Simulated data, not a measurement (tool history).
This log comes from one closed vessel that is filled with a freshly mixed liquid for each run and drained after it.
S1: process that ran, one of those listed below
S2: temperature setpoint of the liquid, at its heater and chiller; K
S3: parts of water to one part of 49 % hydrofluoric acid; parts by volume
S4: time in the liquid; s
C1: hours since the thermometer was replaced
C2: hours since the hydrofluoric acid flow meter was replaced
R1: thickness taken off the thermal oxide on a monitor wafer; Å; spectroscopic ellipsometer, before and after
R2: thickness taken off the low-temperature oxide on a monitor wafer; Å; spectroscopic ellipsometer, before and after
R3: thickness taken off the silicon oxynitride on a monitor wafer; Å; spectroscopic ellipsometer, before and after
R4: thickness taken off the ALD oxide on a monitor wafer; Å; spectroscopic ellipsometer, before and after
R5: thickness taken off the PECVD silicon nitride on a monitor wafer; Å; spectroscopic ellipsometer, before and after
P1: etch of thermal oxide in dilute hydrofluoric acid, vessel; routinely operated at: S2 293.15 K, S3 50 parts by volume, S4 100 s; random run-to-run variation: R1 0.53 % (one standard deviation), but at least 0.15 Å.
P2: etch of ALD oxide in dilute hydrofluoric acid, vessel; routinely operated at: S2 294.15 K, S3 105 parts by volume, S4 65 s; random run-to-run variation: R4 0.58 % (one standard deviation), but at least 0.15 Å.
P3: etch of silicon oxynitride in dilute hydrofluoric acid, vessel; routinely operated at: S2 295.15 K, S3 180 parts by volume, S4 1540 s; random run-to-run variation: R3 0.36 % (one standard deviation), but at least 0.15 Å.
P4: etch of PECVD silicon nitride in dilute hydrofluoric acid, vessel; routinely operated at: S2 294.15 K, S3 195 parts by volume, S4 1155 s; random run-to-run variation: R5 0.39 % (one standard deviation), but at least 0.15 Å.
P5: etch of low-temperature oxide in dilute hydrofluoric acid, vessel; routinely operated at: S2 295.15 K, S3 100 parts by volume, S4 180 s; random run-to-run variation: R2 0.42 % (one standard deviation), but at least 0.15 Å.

run,day,S1,S2,S3,S4,C1,C2,R1,R2,R3,R4,R5
1,0.683,P1,293.15,50,100,1169,1151.3,84.827,,,,
2,1.158,P5,295.15,100,90,1180.4,1162.7,,88.649,,,
3,1.629,P1,293.15,20,100,1191.7,1174,221.19,,,,
4,2.208,P1,290.15,50,100,1205.6,1187.9,75.28,,,,
5,2.662,P1,293.15,50,100,1216.5,1198.8,84.743,,,,
6,3.375,P3,295.15,290,1540,1233.6,1215.9,,,162.94,,
7,4.183,P5,295.15,100,180,1253,1235.3,,176.97,,,
8,4.671,P3,290.15,180,1540,1264.7,1247,,,223.88,,
9,5.096,P1,293.15,50,100,1274.9,1257.2,84.651,,,,
10,5.817,P1,300.15,25,100,1292.2,1274.5,235.6,,,,
11,6.538,P3,295.15,180,30,1309.5,1291.8,,,5.3973,,
12,7.2,P1,293.15,50,145,1325.4,1307.7,124.5,,,,
13,7.825,P2,290.15,105,65,1340.4,1322.7,,,,47.424,
14,8.179,P1,293.15,50,100,1348.9,1331.2,85.082,,,,
15,8.571,P3,295.15,180,1540,1358.3,1340.6,,,283.17,,
16,9.358,P3,295.15,180,1540,1377.2,1359.5,,,283.7,,
17,10.15,P4,301.65,195,1155,1396.2,1378.5,,,,,219.52
18,10.804,P5,295.15,50,180,1411.9,1394.2,,377.86,,,
19,11.504,P2,294.15,105,120,1428.7,1411,,,,104.56,
20,12.075,P4,294.15,195,275,1442.4,1424.7,,,,,32.595
21,12.488,P1,293.15,80,100,1452.3,1434.6,52.061,,,,
22,13.038,P5,291.65,100,180,1465.5,1447.8,,154.34,,,
23,13.679,P4,294.15,195,1155,1480.9,1463.2,,,,,137.48
24,14.329,P2,294.15,105,65,1496.5,1478.8,,,,56.589,
25,14.929,P1,293.15,50,100,1510.9,1493.2,85.232,,,,
26,15.342,P2,294.15,170,65,1520.8,1503.1,,,,32.193,
27,16.079,P4,294.15,360,1155,1538.5,1520.8,,,,,75.187
28,16.746,P1,293.15,50,100,1554.5,1536.8,84.506,,,,
29,17.429,P1,293.15,50,50,1570.9,1553.2,42.705,,,,
30,18.042,P1,299.15,50,100,1585.6,1567.9,109.83,,,,
31,18.833,P1,293.15,50,100,1604.6,1586.9,85.136,,,,
32,19.275,P2,294.15,105,65,1615.2,1597.5,,,,56.626,
33,19.746,P1,298.65,50,60,1626.5,1608.8,64.383,,,,
34,20.533,P1,290.15,50,60,1645.4,1627.7,44.792,,,,
35,21.112,P1,293.15,50,100,1659.3,1641.6,85.254,,,,
36,21.829,P1,293.15,50,100,1676.5,1658.8,87.686,,,,
37,22.479,P1,293.15,50,100,1692.1,1674.4,89.685,,,,
38,23.154,P1,293.15,50,100,1708.3,1690.6,90.132,,,,
39,23.725,P1,293.15,50,100,1722,1704.3,92.59,,,,
40,24.392,P1,293.15,50,100,1738,1720.3,92.261,,,,
41,25.004,P1,293.15,50,100,1752.7,1735,91.952,,,,
42,25.817,P1,293.15,50,100,1772.2,1754.5,92.172,,,,
43,26.579,P1,293.15,50,100,1790.5,1772.8,92.788,,,,

Something has made what P1 gives creep away from where it was; the 2 causes below, each at its own stated size, fit the log equally well:
A: liquid hotter than its thermometer reads (K) = 1.9
B: hydrofluoric acid flow above the setpoint (%) = 7.86
The gradual shift began around day 21.112.

Which of the 4 check runs listed below separates the causes, so that each cause would produce a clearly different result? Each run uses one wafer, and its results are marked with question marks.
check 1,27.342,P3,295.15,180,1540,,,,,?,,
check 2,27.342,P5,295.15,100,180,,,,?,,,
check 3,27.342,P4,294.15,195,1155,,,,,,,?
check 4,27.342,P2,294.15,105,65,,,,,,?,

Check results expected under each cause:
check,result,if A,if B
check 1,R3,309.7,309.26
check 2,R2,191.28,192.87
check 3,R5,154.6,147.23
check 4,R4,60.872,61.358
Minimum pairwise separation of causes per check, each pair taken at its best-separating result: check 1 0.14 %; check 2 0.83 %; check 3 4.88 %; check 4 0.8 %
Check 3 tells the causes apart: in the others they would give nearly the same result.

After running check 3, the following was obtained: R5 154.82 Å. Which cause does this point to?

The cause is A: liquid hotter than its thermometer reads (K).

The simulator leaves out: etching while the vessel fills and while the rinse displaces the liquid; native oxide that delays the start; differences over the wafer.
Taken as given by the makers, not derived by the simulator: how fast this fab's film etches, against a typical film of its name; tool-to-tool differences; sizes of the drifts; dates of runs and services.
